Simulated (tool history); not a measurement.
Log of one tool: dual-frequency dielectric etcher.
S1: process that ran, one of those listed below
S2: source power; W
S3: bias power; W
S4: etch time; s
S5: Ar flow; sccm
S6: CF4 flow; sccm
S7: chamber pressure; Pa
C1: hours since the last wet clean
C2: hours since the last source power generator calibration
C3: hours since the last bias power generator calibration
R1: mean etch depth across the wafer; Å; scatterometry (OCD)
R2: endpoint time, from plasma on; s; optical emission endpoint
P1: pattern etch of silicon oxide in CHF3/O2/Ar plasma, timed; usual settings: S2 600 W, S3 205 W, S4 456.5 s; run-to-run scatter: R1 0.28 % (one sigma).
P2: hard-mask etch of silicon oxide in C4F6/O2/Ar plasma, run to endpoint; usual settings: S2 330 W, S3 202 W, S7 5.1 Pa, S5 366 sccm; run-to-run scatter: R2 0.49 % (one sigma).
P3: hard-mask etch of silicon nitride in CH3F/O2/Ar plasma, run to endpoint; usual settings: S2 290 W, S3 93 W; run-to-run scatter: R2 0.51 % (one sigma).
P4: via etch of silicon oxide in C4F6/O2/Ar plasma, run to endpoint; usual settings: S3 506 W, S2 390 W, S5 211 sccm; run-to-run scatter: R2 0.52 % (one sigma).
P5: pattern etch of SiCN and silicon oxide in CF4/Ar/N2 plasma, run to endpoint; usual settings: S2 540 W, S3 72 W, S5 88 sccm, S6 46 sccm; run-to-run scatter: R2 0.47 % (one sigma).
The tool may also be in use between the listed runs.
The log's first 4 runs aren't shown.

run	hour	S1	S2	S3	S4	S5	S6	S7	C1	C2	C3	R1	R2
5	51.1	P5	540	72		88	58		173	638.3	1396.6		15.635
6	63.8	P4	250	506		211			185.7	651	1409.3		40.409
7	76.3	P5	670	72		88	46		198.2	663.5	1421.8		13.452
8	84.3	P1	600	205	456.5				206.2	671.5	1429.8	9370.7	
9	91.9	P1	600	288	456.5				213.8	679.1	1437.4	10570	
10	105.6	P1	600	205	349.5				227.5	692.8	1451.1	7172.4	
11	117.6	P2	330	202		366		5.1	239.5	704.8	1463.1		75.539
12	127.6	P1	600	139	456.5				249.5	714.8	1473.1	8210.8	
13	139.8	P2	330	130		366		5.1	261.7	727	1485.3		87.441
14	148	P3	370	93					269.9	735.2	1493.5		66.061
15	162.5	P5	540	72		88	46		284.4	749.7	1508		16.309
16	175.9	P1	780	253	456.5				297.8	763.1	1521.4	11088	
17	188	P5	540	52		88	46		309.9	775.2	1533.5		18.137
# hour 202.1: wet clean of the chamber
18	202.2	P2	440	202		366		5.1	0.2	789.4	1547.7		66.928
19	218.1	P4	390	506		211			16.1	805.3	1563.6		34.384
20	228	P1	600	205	456.5				26	815.2	1573.5	9404.8	
21	240.9	P4	390	506		126			38.9	828.1	1586.4		32.713
22	250.8	P2	330	202		290		5.1	48.8	838	1596.3		74.033
23	258.9	P3	290	93					56.9	846.1	1604.4		71.773

Run 24 comes next. What will it give?
24	269.4	P1	600	205	456.5				67.4	856.6	1614.9	?	

Run 24 gave R1 9362.3 Å.

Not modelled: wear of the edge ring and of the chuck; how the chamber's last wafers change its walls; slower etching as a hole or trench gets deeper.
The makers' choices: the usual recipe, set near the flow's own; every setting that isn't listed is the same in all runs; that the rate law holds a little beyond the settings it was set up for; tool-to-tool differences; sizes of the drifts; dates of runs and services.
